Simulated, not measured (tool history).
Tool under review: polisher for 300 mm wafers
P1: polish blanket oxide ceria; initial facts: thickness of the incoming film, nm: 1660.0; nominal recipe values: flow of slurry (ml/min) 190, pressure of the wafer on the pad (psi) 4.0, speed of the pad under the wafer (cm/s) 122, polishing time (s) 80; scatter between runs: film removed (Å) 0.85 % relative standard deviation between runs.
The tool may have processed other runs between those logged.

run,day,flow of slurry (ml/min),pressure of the wafer on the pad (psi),speed of the pad under the wafer (cm/s),polishing time (s),wafers polished on this pad,hours since the slurry nozzle was cleaned,hours since the head pressure was calibrated,film removed (Å)
1,0.638,190,4.0,122,80,228,276.1,208.5,5918.0
2,1.171,190,4.0,74,80,370,288.9,221.3,3650.0
3,1.650,240,4.0,122,80,499,300.4,232.8,6048.3
4,2.358,115,4.0,122,80,689,317.4,249.8,5446.2
5,2.812,190,4.0,122,80,810,328.3,260.7,5934.0
6,3.250,190,2.4,122,80,928,338.8,271.2,3595.4
7,3.883,190,6.1,122,80,1097,354.0,286.4,9047.8
8,4.492,190,2.7,174,80,1260,368.6,301.0,5660.3
9,4.896,190,4.0,122,52,1369,378.3,310.7,3804.1
10,5.575,190,2.4,90,80,1551,394.6,327.0,2569.5
11,6.225,115,5.4,122,80,1725,410.2,342.6,7288.4
12,6.871,190,4.0,122,80,1898,425.7,358.1,5818.5
13,7.304,190,4.0,122,80,2014,436.1,368.5,5897.8
14,7.921,190,4.0,122,80,2179,450.9,383.3,5868.9
15,8.250,190,4.0,122,110,2267,458.8,391.2,8038.4

Estimate the outcome of run 16 from the log above:
16,8.571,190,4.0,122,80,2353,466.5,398.9,?

{"run 16": {"film removed (Å)": 5877.9}}
